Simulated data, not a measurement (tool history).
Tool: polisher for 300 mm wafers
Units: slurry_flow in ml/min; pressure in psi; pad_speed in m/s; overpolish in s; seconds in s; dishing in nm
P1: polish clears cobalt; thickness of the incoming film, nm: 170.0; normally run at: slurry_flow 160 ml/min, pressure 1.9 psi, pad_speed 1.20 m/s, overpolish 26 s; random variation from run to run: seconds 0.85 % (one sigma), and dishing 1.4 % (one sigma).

run	hour	slurry_flow	pressure	pad_speed	overpolish	wafers polished on this pad	hours since the slurry nozzle was cleaned	hours since the head pressure was calibrated	seconds	dishing
1	7.8	160	1.9	1.20	26	671	96.7	804.9	36.670	39.695
2	12.8	250	1.9	1.20	26	712	101.7	809.9	34.252	39.503
3	20.7	160	1.9	1.20	26	775	109.6	817.8	35.658	40.011
4	29.0	95	1.9	1.20	26	843	117.9	826.1	40.231	40.056
5	33.9	160	1.9	1.20	26	882	122.8	831.0	36.668	40.361
6	43.4	160	1.9	1.20	50	959	132.3	840.5	36.042	41.422
7	50.6	160	1.9	0.70	26	1017	139.5	847.7	62.088	35.462
8	61.1	160	1.2	1.20	26	1102	150.0	858.2	57.194	35.113
9	70.0	160	1.9	1.20	8	1174	158.9	867.1	36.109	25.194
10	77.0	160	1.9	1.20	26	1231	165.9	874.1	36.150	39.215
11	82.0	110	1.0	1.20	26	1271	170.9	879.1	74.079	32.287
12	89.8	160	1.9	1.20	26	1334	178.7	886.9	36.498	39.283
13	95.8	160	1.9	1.62	26	1383	184.7	892.9	26.794	41.209
14	101.6	160	1.9	1.20	26	1430	190.5	898.7	35.512	40.528
15	106.6	160	2.8	1.20	26	1470	195.5	903.7	24.803	40.943
16	115.8	160	1.9	1.20	26	1545	204.7	912.9	36.325	39.003
17	124.1	160	1.9	1.20	26	1612	213.0	921.2	36.589	40.035
18	132.9	160	1.9	1.20	26	1683	221.8	930.0	37.308	39.512
19	140.5	160	1.9	1.20	26	1745	229.4	937.6	37.606	40.107
20	149.0	160	1.9	1.20	26	1813	237.9	946.1	38.385	39.287
# hour 157.1: head pressure recalibrated
21	157.2	160	1.9	1.20	26	1880	246.1	0.1	38.242	39.419
22	167.3	160	1.9	1.20	26	1961	256.2	10.2	38.777	39.370
23	174.4	160	1.9	1.20	26	2019	263.3	17.3	38.171	38.777
24	180.8	160	1.9	1.20	26	2071	269.7	23.7	38.436	37.874
25	190.9	160	1.9	1.20	26	2152	279.8	33.8	38.995	38.981
26	200.4	160	1.9	1.20	26	2229	289.3	43.3	38.850	40.436

What P1 gives has crept away from where it was. These 2 causes fit the log equally well, each at the size given:
A: slurry flow missing at the pad, % = 29.6
B: removal rate lost through wear of the pad, % = 6.48
The creep began at about hour 115.8.
Why every other cause is out:
head's pressure below its setpoint, %: serviced at hour 157.1, which brought nothing back

4 check runs are offered, each on 3 wafers whose results are averaged, their results left as question marks. Which one tells the causes apart?
check 1	209.9	160	2.7	1.20	26				?	?
check 2	209.9	160	1.9	0.90	37				?	?
check 3	209.9	160	1.9	1.20	41				?	?
check 4	209.9	95	1.9	1.20	11				?	?

What each check would give under each cause:
check	result	if A	if B
check 1	seconds	27.157	27.159
check 1	dishing	41.111	41.110
check 2	seconds	51.455	51.460
check 2	dishing	39.981	39.980
check 3	seconds	38.591	38.595
check 3	dishing	41.570	41.570
check 4	seconds	44.700	42.989
check 4	dishing	26.520	27.125
How far apart the two closest causes lie, in the result that separates them most: check 1 0.01 %; check 2 0.01 %; check 3 0.01 %; check 4 3.9 %
Only check 4 tells the causes apart: in the others they would give nearly the same result.

Check 4 was then run and gave: seconds 44.495 s; dishing 26.546 nm. Which cause is it?

It is A: slurry flow missing at the pad, %.

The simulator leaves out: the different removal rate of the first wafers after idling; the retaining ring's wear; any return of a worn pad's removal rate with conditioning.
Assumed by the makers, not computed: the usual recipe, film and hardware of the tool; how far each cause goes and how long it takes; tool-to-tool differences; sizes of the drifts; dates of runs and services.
